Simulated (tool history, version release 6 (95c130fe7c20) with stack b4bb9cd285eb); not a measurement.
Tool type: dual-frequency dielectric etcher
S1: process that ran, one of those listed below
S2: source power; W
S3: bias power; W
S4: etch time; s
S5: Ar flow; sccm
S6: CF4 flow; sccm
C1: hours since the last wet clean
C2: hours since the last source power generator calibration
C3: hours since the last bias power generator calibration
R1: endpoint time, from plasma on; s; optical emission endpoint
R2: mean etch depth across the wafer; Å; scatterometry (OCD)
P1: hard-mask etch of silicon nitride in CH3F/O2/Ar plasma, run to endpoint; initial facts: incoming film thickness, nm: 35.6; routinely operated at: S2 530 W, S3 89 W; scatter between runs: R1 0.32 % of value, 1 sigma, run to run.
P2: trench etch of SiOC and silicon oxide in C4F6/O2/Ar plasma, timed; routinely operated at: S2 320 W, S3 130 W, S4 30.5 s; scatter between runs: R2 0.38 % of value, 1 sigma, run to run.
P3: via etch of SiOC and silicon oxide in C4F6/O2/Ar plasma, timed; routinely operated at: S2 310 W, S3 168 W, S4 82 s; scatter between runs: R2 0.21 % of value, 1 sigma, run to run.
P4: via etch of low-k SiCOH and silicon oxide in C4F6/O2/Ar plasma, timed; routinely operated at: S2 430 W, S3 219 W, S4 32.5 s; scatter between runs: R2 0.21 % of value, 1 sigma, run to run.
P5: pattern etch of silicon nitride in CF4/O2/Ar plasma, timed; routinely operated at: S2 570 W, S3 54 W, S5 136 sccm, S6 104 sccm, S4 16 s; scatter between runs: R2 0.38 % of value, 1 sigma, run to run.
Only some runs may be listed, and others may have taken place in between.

run 1 day=0.412 | S1=P1 S2=530 S3=89 | C1=90.8 C2=889.9 C3=1720.9 | R1=43.37
run 2 day=0.621 | S1=P1 S2=530 S3=89 | C1=95.8 C2=894.9 C3=1725.9 | R1=43.624
run 3 day=0.883 | S1=P2 S2=450 S3=130 S4=30.5 | C1=102.1 C2=901.2 C3=1732.2 | R2=552.86
run 4 day=1.158 | S1=P1 S2=530 S3=89 | C1=108.7 C2=907.8 C3=1738.8 | R1=43.292
run 5 day=1.488 | S1=P1 S2=340 S3=89 | C1=116.6 C2=915.7 C3=1746.7 | R1=51.242
run 6 day=1.892 | S1=P4 S2=570 S3=219 S4=32.5 | C1=126.3 C2=925.4 C3=1756.4 | R2=937.82
run 7 day=2.146 | S1=P3 S2=310 S3=168 S4=111 | C1=132.4 C2=931.5 C3=1762.5 | R2=1081.6
run 8 day=2.55 | S1=P5 S2=570 S3=54 S4=16 S5=136 S6=104 | C1=142.1 C2=941.2 C3=1772.2 | R2=336.74
run 9 day=2.95 | S1=P1 S2=350 S3=109 | C1=151.7 C2=950.8 C3=1781.8 | R1=47.258
run 10 day=3.254 | S1=P2 S2=320 S3=85 S4=30.5 | C1=159 C2=958.1 C3=1789.1 | R2=431.27
run 11 day=3.554 | S1=P1 S2=530 S3=105 | C1=166.2 C2=965.3 C3=1796.3 | R1=40.974
run 12 day=3.783 | S1=P5 S2=350 S3=54 S4=16 S5=136 S6=104 | C1=171.7 C2=970.8 C3=1801.8 | R2=219.13
run 13 day=4.192 | S1=P1 S2=390 S3=109 | C1=181.5 C2=980.6 C3=1811.6 | R1=45.502
run 14 day=4.625 | S1=P4 S2=430 S3=310 S4=32.5 | C1=191.9 C2=991 C3=1822 | R2=947.2
run 15 day=4.842 | S1=P1 S2=700 S3=89 | C1=197.1 C2=996.2 C3=1827.2 | R1=39.206
run 16 day=5.162 | S1=P4 S2=430 S3=219 S4=18.5 | C1=204.8 C2=1003.9 C3=1834.9 | R2=477.38
run 17 day=5.433 | S1=P3 S2=310 S3=168 S4=82 | C1=211.3 C2=1010.4 C3=1841.4 | R2=797.77
run 18 day=5.862 | S1=P1 S2=690 S3=121 | C1=221.6 C2=1020.7 C3=1851.7 | R1=35.368
run 19 day=6.083 | S1=P2 S2=320 S3=130 S4=30.5 | C1=226.9 C2=1026 C3=1857 | R2=486.1
run 20 day=6.3 | S1=P5 S2=570 S3=54 S4=21 S5=136 S6=104 | C1=232.1 C2=1031.2 C3=1862.2 | R2=439.37
run 21 day=6.65 | S1=P5 S2=570 S3=54 S4=16 S5=136 S6=128 | C1=240.5 C2=1039.6 C3=1870.6 | R2=344.1
run 22 day=6.925 | S1=P5 S2=570 S3=54 S4=16 S5=166 S6=104 | C1=247.1 C2=1046.2 C3=1877.2 | R2=328.25
run 23 day=7.275 | S1=P1 S2=530 S3=89 | C1=255.5 C2=1054.6 C3=1885.6 | R1=43.494

Expected results for the next run?
run 24 day=7.542 | S1=P5 S2=570 S3=33 S4=16 S5=136 S6=104 | C1=261.9 C2=1061 C3=1892 | R2=?

{"run 24": {"R2": 279.55}}
